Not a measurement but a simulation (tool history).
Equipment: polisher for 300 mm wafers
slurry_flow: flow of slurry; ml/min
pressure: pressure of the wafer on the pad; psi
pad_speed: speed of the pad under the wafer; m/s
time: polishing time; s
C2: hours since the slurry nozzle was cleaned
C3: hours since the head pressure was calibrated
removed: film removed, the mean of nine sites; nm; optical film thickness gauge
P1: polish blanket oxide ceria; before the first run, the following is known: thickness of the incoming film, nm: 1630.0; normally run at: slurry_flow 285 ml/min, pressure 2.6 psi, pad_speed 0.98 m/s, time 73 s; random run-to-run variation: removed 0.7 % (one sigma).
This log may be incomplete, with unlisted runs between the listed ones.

Run 1, hour 10.6: slurry_flow 285 ml/min, pressure 2.6 psi, pad_speed 0.98 m/s, time 73 s; wafers polished on this pad 707; C2 195.2; C3 353.0. Result: removed 271.21 nm.
Run 2, hour 18.7: slurry_flow 285 ml/min, pressure 2.6 psi, pad_speed 0.44 m/s, time 73 s; wafers polished on this pad 789; C2 203.3; C3 361.1. Result: removed 121.88 nm.
Run 3, hour 26.2: slurry_flow 285 ml/min, pressure 1.5 psi, pad_speed 0.98 m/s, time 73 s; wafers polished on this pad 865; C2 210.8; C3 368.6. Result: removed 156.37 nm.
At hour 26.8: slurry nozzle cleaned.
Run 4, hour 33.1: slurry_flow 285 ml/min, pressure 2.6 psi, pad_speed 1.54 m/s, time 73 s; wafers polished on this pad 934; C2 6.3; C3 375.5. Result: removed 427.34 nm.
Run 5, hour 41.1: slurry_flow 285 ml/min, pressure 2.6 psi, pad_speed 0.98 m/s, time 73 s; wafers polished on this pad 1015; C2 14.3; C3 383.5. Result: removed 271.12 nm.
Run 6, hour 48.2: slurry_flow 285 ml/min, pressure 3.4 psi, pad_speed 0.98 m/s, time 73 s; wafers polished on this pad 1087; C2 21.4; C3 390.6. Result: removed 356.25 nm.
Run 7, hour 58.7: slurry_flow 170 ml/min, pressure 2.6 psi, pad_speed 0.98 m/s, time 73 s; wafers polished on this pad 1192; C2 31.9; C3 401.1. Result: removed 254.96 nm.
Run 8, hour 69.5: slurry_flow 285 ml/min, pressure 2.6 psi, pad_speed 0.98 m/s, time 113 s; wafers polished on this pad 1301; C2 42.7; C3 411.9. Result: removed 420.70 nm.
Run 9, hour 78.8: slurry_flow 285 ml/min, pressure 2.6 psi, pad_speed 0.98 m/s, time 73 s; wafers polished on this pad 1395; C2 52.0; C3 421.2. Result: removed 270.89 nm.
Run 10, hour 87.4: slurry_flow 170 ml/min, pressure 3.6 psi, pad_speed 0.98 m/s, time 73 s; wafers polished on this pad 1482; C2 60.6; C3 429.8. Result: removed 352.05 nm.
Run 11, hour 100.1: slurry_flow 285 ml/min, pressure 2.6 psi, pad_speed 0.98 m/s, time 73 s; wafers polished on this pad 1610; C2 73.3; C3 442.5. Result: removed 268.16 nm.
Run 12, hour 110.1: slurry_flow 285 ml/min, pressure 2.6 psi, pad_speed 0.98 m/s, time 34 s; wafers polished on this pad 1711; C2 83.3; C3 452.5. Result: removed 125.31 nm.
Run 13, hour 120.8: slurry_flow 430 ml/min, pressure 2.6 psi, pad_speed 0.98 m/s, time 73 s; wafers polished on this pad 1819; C2 94.0; C3 463.2. Result: removed 280.11 nm.
Run 14, hour 135.4: slurry_flow 285 ml/min, pressure 2.6 psi, pad_speed 0.98 m/s, time 73 s; wafers polished on this pad 1966; C2 108.6; C3 477.8. Result: removed 271.74 nm.
Run 15, hour 141.8: slurry_flow 285 ml/min, pressure 2.6 psi, pad_speed 0.98 m/s, time 73 s; wafers polished on this pad 2031; C2 115.0; C3 484.2. Result: removed 270.80 nm.
Run 16, hour 151.4: slurry_flow 285 ml/min, pressure 2.6 psi, pad_speed 0.98 m/s, time 73 s; wafers polished on this pad 2128; C2 124.6; C3 493.8. Result: removed 267.18 nm.
Run 17, hour 160.0: slurry_flow 285 ml/min, pressure 2.6 psi, pad_speed 0.98 m/s, time 73 s; wafers polished on this pad 2214; C2 133.2; C3 502.4. Result: removed 269.16 nm.
Run 18, hour 172.2: slurry_flow 285 ml/min, pressure 2.6 psi, pad_speed 0.98 m/s, time 73 s; wafers polished on this pad 2337; C2 145.4; C3 514.6. Result: removed 264.50 nm.
Run 19, hour 180.9: slurry_flow 285 ml/min, pressure 2.6 psi, pad_speed 0.98 m/s, time 73 s; wafers polished on this pad 2425; C2 154.1; C3 523.3. Result: removed 261.56 nm.
Run 20, hour 194.0: slurry_flow 285 ml/min, pressure 2.6 psi, pad_speed 0.98 m/s, time 73 s; wafers polished on this pad 2557; C2 167.2; C3 536.4. Result: removed 259.88 nm.
At hour 203.6: head pressure recalibrated.
Run 21, hour 203.9: slurry_flow 285 ml/min, pressure 2.6 psi, pad_speed 0.98 m/s, time 73 s; wafers polished on this pad 2657; C2 177.1; C3 0.4. Result: removed 259.66 nm.
Run 22, hour 216.8: slurry_flow 285 ml/min, pressure 2.6 psi, pad_speed 0.98 m/s, time 73 s; wafers polished on this pad 2787; C2 190.0; C3 13.3. Result: removed 258.65 nm.
Run 23, hour 229.6: slurry_flow 285 ml/min, pressure 2.6 psi, pad_speed 0.98 m/s, time 73 s; wafers polished on this pad 2916; C2 202.8; C3 26.1. Result: removed 263.12 nm.
Run 24, hour 241.8: slurry_flow 285 ml/min, pressure 2.6 psi, pad_speed 0.98 m/s, time 73 s; wafers polished on this pad 3039; C2 215.0; C3 38.3. Result: removed 258.52 nm.
Run 25, hour 256.3: slurry_flow 285 ml/min, pressure 2.6 psi, pad_speed 0.98 m/s, time 73 s; wafers polished on this pad 3186; C2 229.5; C3 52.8. Result: removed 259.87 nm.
Run 26, hour 266.2: slurry_flow 285 ml/min, pressure 2.6 psi, pad_speed 0.98 m/s, time 73 s; wafers polished on this pad 3286; C2 239.4; C3 62.7. Result: removed 262.96 nm.

The output of P1 has drifted from where it used to be. Each of the 2 causes below, taken at the size shown beside it, accounts for the log equally well:
A: slurry flow missing at the pad, % = 28.8
B: removal rate lost through wear of the pad, % = 3.72
Creep in the process output first set in at about hour 141.8.
Each remaining cause and why it is not a fit:
head's pressure below its setpoint, %: was serviced at hour 203.6, once the creep was under way, yet the earlier output never came back

Which of the check runs below tells the causes apart, meaning the causes would give it clearly different results? Each run uses 5 wafers whose results are averaged, and each result is shown as a question mark.
Run check 1, hour 276.1: slurry_flow 170 ml/min, pressure 2.6 psi, pad_speed 0.98 m/s, time 89 s. Result: removed ?.
Run check 2, hour 276.1: slurry_flow 285 ml/min, pressure 2.6 psi, pad_speed 1.50 m/s, time 73 s. Result: removed ?.
Run check 3, hour 276.1: slurry_flow 285 ml/min, pressure 1.5 psi, pad_speed 0.98 m/s, time 73 s. Result: removed ?.
Run check 4, hour 276.1: slurry_flow 285 ml/min, pressure 1.6 psi, pad_speed 0.98 m/s, time 36 s. Result: removed ?.

Predicted outcomes, by check and by cause:
  check   result     if A     if B
check 1  removed  291.230  298.180
check 2  removed  398.710  398.710
check 3  removed  150.280  150.280
check 4  removed   79.053   79.053
Per-check spread between the two closest causes, in the result where they differ most: check 1 2.36 %; check 2 0 %; check 3 0 %; check 4 0 %
Check 1 is the one run that separates the causes; every other check would come out nearly the same whichever cause is at work.

After running check 1, the following was obtained: removed 297.880 nm. Which cause does this point to?

It was cause B: removal rate lost through wear of the pad, %.
